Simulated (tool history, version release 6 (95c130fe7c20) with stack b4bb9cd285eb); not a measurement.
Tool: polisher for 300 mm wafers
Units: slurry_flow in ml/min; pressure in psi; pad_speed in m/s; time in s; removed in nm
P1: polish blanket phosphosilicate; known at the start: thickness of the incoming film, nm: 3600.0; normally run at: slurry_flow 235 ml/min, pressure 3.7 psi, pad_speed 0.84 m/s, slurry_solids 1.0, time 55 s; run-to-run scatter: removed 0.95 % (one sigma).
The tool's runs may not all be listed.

{"run": 1, "day": 0.396, "slurry_flow": 235, "pressure": 3.7, "pad_speed": 0.84, "slurry_solids": 1.0, "time": 55, "removed": 388.19}
{"run": 2, "day": 0.929, "slurry_flow": 235, "pressure": 2.5, "pad_speed": 0.84, "slurry_solids": 1.0, "time": 36, "removed": 171.57}
{"run": 3, "day": 1.608, "slurry_flow": 235, "pressure": 5.4, "pad_speed": 0.84, "slurry_solids": 1.0, "time": 33, "removed": 336.53}
{"run": 4, "day": 2.221, "slurry_flow": 235, "pressure": 3.7, "pad_speed": 0.84, "slurry_solids": 1.0, "time": 55, "removed": 385.75}
{"run": 5, "day": 2.871, "slurry_flow": 235, "pressure": 4.7, "pad_speed": 0.84, "slurry_solids": 1.0, "time": 55, "removed": 492.9}
{"run": 6, "day": 3.192, "slurry_flow": 235, "pressure": 3.7, "pad_speed": 0.84, "slurry_solids": 0.6, "time": 55, "removed": 294.82}
{"run": 7, "day": 3.729, "slurry_flow": 235, "pressure": 1.7, "pad_speed": 0.84, "slurry_solids": 1.0, "time": 55, "removed": 176.06}
{"run": 8, "day": 4.396, "slurry_flow": 235, "pressure": 3.7, "pad_speed": 0.84, "slurry_solids": 1.0, "time": 32, "removed": 226.9}
{"run": 9, "day": 4.775, "slurry_flow": 140, "pressure": 3.7, "pad_speed": 0.84, "slurry_solids": 1.0, "time": 55, "removed": 352.65}
{"run": 10, "day": 5.346, "slurry_flow": 235, "pressure": 3.7, "pad_speed": 0.84, "slurry_solids": 1.0, "time": 55, "removed": 390.43}
{"run": 11, "day": 5.796, "slurry_flow": 235, "pressure": 3.7, "pad_speed": 0.48, "slurry_solids": 1.0, "time": 55, "removed": 250.56}
{"run": 12, "day": 6.433, "slurry_flow": 235, "pressure": 3.7, "pad_speed": 0.84, "slurry_solids": 1.0, "time": 55, "removed": 388.28}
{"run": 13, "day": 7.112, "slurry_flow": 235, "pressure": 3.7, "pad_speed": 0.84, "slurry_solids": 1.0, "time": 55, "removed": 386.91}
{"run": 14, "day": 7.683, "slurry_flow": 235, "pressure": 3.7, "pad_speed": 0.84, "slurry_solids": 1.0, "time": 55, "removed": 390.51}
{"run": 15, "day": 7.988, "slurry_flow": 235, "pressure": 3.7, "pad_speed": 0.84, "slurry_solids": 1.0, "time": 87, "removed": 609.98}
{"day": 8.288, "done": "head pressure recalibrated"}
{"run": 16, "day": 8.567, "slurry_flow": 235, "pressure": 3.7, "pad_speed": 1.32, "slurry_solids": 1.0, "time": 55, "removed": 560.64}
{"run": 17, "day": 9.142, "slurry_flow": 235, "pressure": 3.7, "pad_speed": 0.84, "slurry_solids": 1.3, "time": 55, "removed": 434.88}
{"run": 18, "day": 9.696, "slurry_flow": 355, "pressure": 3.7, "pad_speed": 0.84, "slurry_solids": 1.0, "time": 30, "removed": 217.2}
{"run": 19, "day": 10.329, "slurry_flow": 360, "pressure": 3.7, "pad_speed": 0.84, "slurry_solids": 1.0, "time": 55, "removed": 399.38}
{"run": 20, "day": 10.983, "slurry_flow": 235, "pressure": 3.7, "pad_speed": 0.84, "slurry_solids": 1.0, "time": 55, "removed": 393.12}
{"run": 21, "day": 11.533, "slurry_flow": 235, "pressure": 3.7, "pad_speed": 0.84, "slurry_solids": 1.0, "time": 55, "removed": 385.47}
{"run": 22, "day": 11.929, "slurry_flow": 235, "pressure": 3.7, "pad_speed": 0.84, "slurry_solids": 1.0, "time": 55, "removed": 370.42}
{"run": 23, "day": 12.288, "slurry_flow": 235, "pressure": 3.7, "pad_speed": 0.84, "slurry_solids": 1.0, "time": 55, "removed": 365.82}
{"run": 24, "day": 12.646, "slurry_flow": 235, "pressure": 3.7, "pad_speed": 0.84, "slurry_solids": 1.0, "time": 55, "removed": 353.24}
{"day": 13.017, "done": "slurry nozzle cleaned"}
{"day": 13.175, "done": "conditioning disc replaced and pad reconditioned"}
{"run": 25, "day": 13.254, "slurry_flow": 235, "pressure": 3.7, "pad_speed": 0.84, "slurry_solids": 1.0, "time": 55, "removed": 346.11}
{"run": 26, "day": 13.85, "slurry_flow": 235, "pressure": 3.7, "pad_speed": 0.84, "slurry_solids": 1.0, "time": 55, "removed": 349.75}
{"day": 13.946, "done": "head pressure recalibrated"}
{"run": 27, "day": 14.258, "slurry_flow": 235, "pressure": 3.7, "pad_speed": 0.84, "slurry_solids": 1.0, "time": 55, "removed": 340.79}
{"run": 28, "day": 14.775, "slurry_flow": 235, "pressure": 3.7, "pad_speed": 0.84, "slurry_solids": 1.0, "time": 55, "removed": 342.22}

What P1 gives has crept away from where it was. These 2 causes fit the log equally well, each at the size given:
A: abrasive missing from the slurry, % = 21.2
B: removal rate lost through wear of the pad, % = 10.9
The creep began at about day 11.533.
Why every other cause is out:
slurry flow missing at the pad, %: serviced at day 13.017, which brought nothing back
head's pressure below its setpoint, %: serviced at day 13.946, which brought nothing back
time polished since the conditioner stopped cutting, s: serviced at day 13.175, which brought nothing back

4 check runs are offered, each on 5 wafers whose results are averaged, their results left as question marks. Which one tells the causes apart?
{"run": "check 1", "day": 15.292, "slurry_flow": 235, "pressure": 2.3, "pad_speed": 0.84, "slurry_solids": 1.0, "time": 55, "removed": "?"}
{"run": "check 2", "day": 15.292, "slurry_flow": 235, "pressure": 3.7, "pad_speed": 1.3, "slurry_solids": 0.6, "time": 55, "removed": "?"}
{"run": "check 3", "day": 15.292, "slurry_flow": 280, "pressure": 3.7, "pad_speed": 0.84, "slurry_solids": 1.0, "time": 55, "removed": "?"}
{"run": "check 4", "day": 15.292, "slurry_flow": 140, "pressure": 3.7, "pad_speed": 0.84, "slurry_solids": 1.0, "time": 80, "removed": "?"}

What each check would give under each cause:
check=check_1 result=removed if_A=213.99 if_B=213.98
check=check_2 result=removed if_A=363.60 if_B=374.65
check=check_3 result=removed if_A=350.61 if_B=350.60
check=check_4 result=removed if_A=464.15 if_B=464.13
How far apart the two closest causes lie, in the result that separates them most: check 1 0 %; check 2 2.99 %; check 3 0 %; check 4 0 %
Only check 2 tells the causes apart: in the others they would give nearly the same result.

Check 2 was then run and gave: removed 376.65 nm. Which cause is it?

It is B: removal rate lost through wear of the pad, %.
